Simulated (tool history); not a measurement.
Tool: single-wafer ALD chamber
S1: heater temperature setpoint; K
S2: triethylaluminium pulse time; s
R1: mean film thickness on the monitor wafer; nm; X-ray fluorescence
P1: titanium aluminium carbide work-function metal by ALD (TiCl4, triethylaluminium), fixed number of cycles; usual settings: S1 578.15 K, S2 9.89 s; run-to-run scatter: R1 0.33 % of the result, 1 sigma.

run   hour      S1     S2      R1
  1   13.5  578.15   9.89  2.0801
  2   28.1  578.15   9.89  2.0822
  3   46.4  578.15   9.89  2.0737
  4   63.0  578.15   9.89  2.0793
  5   77.5  556.15   9.89  1.8840
  6   91.7  578.15  13.15  2.1382
  7  107.5  578.15   9.89  2.0834
  8  119.1  578.15   3.93  1.5949
  9  129.5  568.15  15.15  2.0475
 10  148.6  578.15   9.89  2.0756
 11  161.4  601.15   9.89  2.2855
 12  179.0  578.15   9.89  2.0811
 13  196.8  578.15   9.89  2.0737

Forecast run 14:
 14  211.5  578.15  9.89   ?

Run 14 gave R1 2.0612 nm.
